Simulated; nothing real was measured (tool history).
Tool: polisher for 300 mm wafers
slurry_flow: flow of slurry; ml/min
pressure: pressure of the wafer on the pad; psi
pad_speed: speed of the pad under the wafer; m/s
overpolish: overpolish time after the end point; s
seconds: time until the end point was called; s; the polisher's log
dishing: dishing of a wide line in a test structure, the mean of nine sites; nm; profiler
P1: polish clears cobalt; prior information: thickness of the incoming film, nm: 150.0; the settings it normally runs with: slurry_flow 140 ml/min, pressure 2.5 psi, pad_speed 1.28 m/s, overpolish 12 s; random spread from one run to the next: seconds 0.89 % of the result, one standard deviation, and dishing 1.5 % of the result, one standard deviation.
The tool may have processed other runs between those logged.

run  hour  slurry_flow  pressure  pad_speed  overpolish  wafers polished on this pad  hours since the slurry nozzle was cleaned  hours since the head pressure was calibrated  seconds  dishing
  1     8          140       2.5       1.28          12                          302                                       93.5                                         755.3   22.566   33.941
  2  12.7           85       2.5       1.28          12                          365                                       98.2                                           760   25.209   32.922
  3  16.9          140       1.4       1.28           6                          422                                      102.4                                         764.2    40.02   17.039
  4  24.2          140       2.5       0.94          12                          521                                      109.7                                         771.5   30.806   29.986
  5  30.7          140       2.5       1.28          12                          609                                      116.2                                           778   22.801   33.085
  6  38.1          140       2.5       1.28          12                          709                                      123.6                                         785.4   22.513   34.105
  7  41.9          140       1.1       1.28          12                          760                                      127.4                                         789.2   51.749   22.721
  8  46.9          140       2.5       1.28          12                          827                                      132.4                                         794.2   22.319   33.963
  9  52.1          140       2.5       1.28          23                          898                                      137.6                                         799.4   22.601   38.006
 10  57.1          140       1.6       1.28          19                          965                                      142.6                                         804.4   35.717   34.074
 11  61.2          140       2.5       1.28          12                         1021                                      146.7                                         808.5   22.527   32.125
 12  66.9          140       2.5          2          12                         1098                                      152.4                                         814.2   14.567   36.374
 13  73.3          140       2.5       1.28           4                         1184                                      158.8                                         820.6   22.635   19.238
 14  79.5          140       3.4       1.28          12                         1268                                        165                                         826.8   16.719   36.726
 15  85.8          210       2.5       1.28          12                         1353                                      171.3                                         833.1   20.791   33.854
 16  92.3          140       2.5       1.28          12                         1441                                      177.8                                         839.6    22.96   33.776

What will run 17 give?
 17    98          140       2.5       1.28          12                         1518                                      183.5                                         845.3        ?        ?

seconds: 23.363 s
dishing: 32.811 nm

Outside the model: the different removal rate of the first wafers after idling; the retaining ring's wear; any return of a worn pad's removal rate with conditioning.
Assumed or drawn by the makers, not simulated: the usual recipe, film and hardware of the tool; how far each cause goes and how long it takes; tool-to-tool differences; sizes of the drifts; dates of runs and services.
